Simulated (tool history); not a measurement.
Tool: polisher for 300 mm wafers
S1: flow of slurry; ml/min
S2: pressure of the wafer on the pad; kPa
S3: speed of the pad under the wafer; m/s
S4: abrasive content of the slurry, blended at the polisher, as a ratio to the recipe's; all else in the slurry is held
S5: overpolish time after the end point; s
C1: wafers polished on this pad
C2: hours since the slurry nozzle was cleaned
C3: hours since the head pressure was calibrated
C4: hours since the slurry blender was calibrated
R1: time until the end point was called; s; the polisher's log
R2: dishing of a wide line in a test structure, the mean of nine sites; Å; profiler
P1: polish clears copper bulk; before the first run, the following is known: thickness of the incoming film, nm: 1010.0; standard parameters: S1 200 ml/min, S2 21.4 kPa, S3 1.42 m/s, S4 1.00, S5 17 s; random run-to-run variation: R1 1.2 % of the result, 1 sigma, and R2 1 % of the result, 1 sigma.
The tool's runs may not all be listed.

run,day,S1,S2,S3,S4,S5,C1,C2,C3,C4,R1,R2
1,0.625,200,21.4,1.42,1.00,17,372,369.6,152.6,100.2,67.491,1011.60
2,0.912,120,21.4,1.42,1.00,17,426,376.5,159.5,107.1,71.323,981.55
3,1.221,200,21.4,1.42,1.00,17,485,383.9,166.9,114.5,67.170,1013.80
4,1.862,200,21.4,1.42,1.00,17,607,399.3,182.3,129.9,66.875,1009.10
5,2.362,200,21.4,1.42,1.45,17,702,411.3,194.3,141.9,61.488,1042.00
6,2.712,200,33.8,1.42,1.00,17,768,419.7,202.7,150.3,42.275,1277.90
7,3.367,200,21.4,2.10,1.00,17,892,435.4,218.4,166.0,46.238,1137.00
# day 3.858: worn pad replaced by a new one
8,3.933,250,21.4,1.42,1.00,17,14,449.0,232.0,179.6,64.289,1023.10
9,4.508,200,21.4,1.42,0.50,17,123,462.8,245.8,193.4,78.123,965.98
10,5.000,200,21.4,0.74,1.00,17,217,474.6,257.6,205.2,125.720,707.04
11,5.571,200,21.4,1.42,1.00,5,325,488.3,271.3,218.9,64.974,477.49
12,6.229,265,21.4,1.42,1.00,7,450,504.1,287.1,234.7,63.110,636.24
13,6.554,200,9.7,1.42,1.00,17,512,511.9,294.9,242.5,148.550,581.68
14,7.138,200,21.4,1.42,1.00,17,622,525.9,308.9,256.5,67.495,1024.60
15,7.596,200,21.4,1.42,1.00,17,709,536.9,319.9,267.5,66.457,1022.70
16,7.958,200,21.4,1.42,1.00,32,778,545.6,328.6,276.2,64.627,1191.20
17,8.329,200,21.4,1.42,1.00,17,849,554.5,337.5,285.1,66.351,995.20
18,8.879,200,21.4,1.42,1.00,17,953,567.7,350.7,298.3,69.315,989.87
19,9.229,200,21.4,1.42,1.00,17,1019,576.1,359.1,306.7,68.793,996.21
20,9.812,200,21.4,1.42,1.00,17,1130,590.1,373.1,320.7,69.912,968.89
# day 10.271: head pressure recalibrated
21,10.417,200,21.4,1.42,1.00,17,1245,604.6,3.6,335.2,70.228,984.62
# day 10.438: worn pad replaced by a new one
22,10.942,200,21.4,1.42,1.00,17,95,617.2,16.2,347.8,70.426,979.68
23,11.338,200,21.4,1.42,1.00,17,170,626.7,25.7,357.3,71.463,994.34

Something has made what P1 gives creep away from where it was; the 2 causes below, each at its own stated size, fit the log equally well:
A: abrasive missing from the slurry, % = 26.2
B: slurry flow missing at the pad, % = 33.1
The process output started creeping at around day 8.329.
Other possible causes, and why each is ruled out:
removal rate lost through wear of the pad, %: serviced at day 10.438, after the drift had started, without restoring the earlier output
head's pressure below its setpoint, %: serviced at day 10.271, after the drift had started, without restoring the earlier output

Each of the check runs listed below is run on 5 wafers and reports their average, with the results left as question marks. Pick the one under which the possible causes would lead to clearly different results.
check 1,11.733,200,12.4,1.42,1.45,17,,,,,?,?
check 2,11.733,200,21.4,1.42,0.60,7,,,,,?,?
check 3,11.733,120,21.4,1.42,1.00,5,,,,,?,?
check 4,11.733,200,33.1,1.42,1.00,31,,,,,?,?

If the cause were each of the candidates in turn, the checks would give the following:
check,result,if A,if B
check 1,R1,112.900,112.580
check 1,R2,720.45,721.54
check 2,R1,78.524,78.849
check 2,R2,545.79,544.12
check 3,R1,77.258,80.219
check 3,R2,425.52,412.73
check 4,R1,45.796,45.798
check 4,R2,1375.80,1375.80
Gap, in per cent, between the two causes that each check separates least, read from the result that separates them most: check 1 0.28 %; check 2 0.41 %; check 3 3.76 %; check 4 0 %
Check 3 is the one run that separates the causes; every other check would come out nearly the same whichever cause is at work.

Running check 3 produced the following: R1 77.046 s; R2 426.78 Å. Which one of the listed causes fits?

It is A: abrasive missing from the slurry, %.
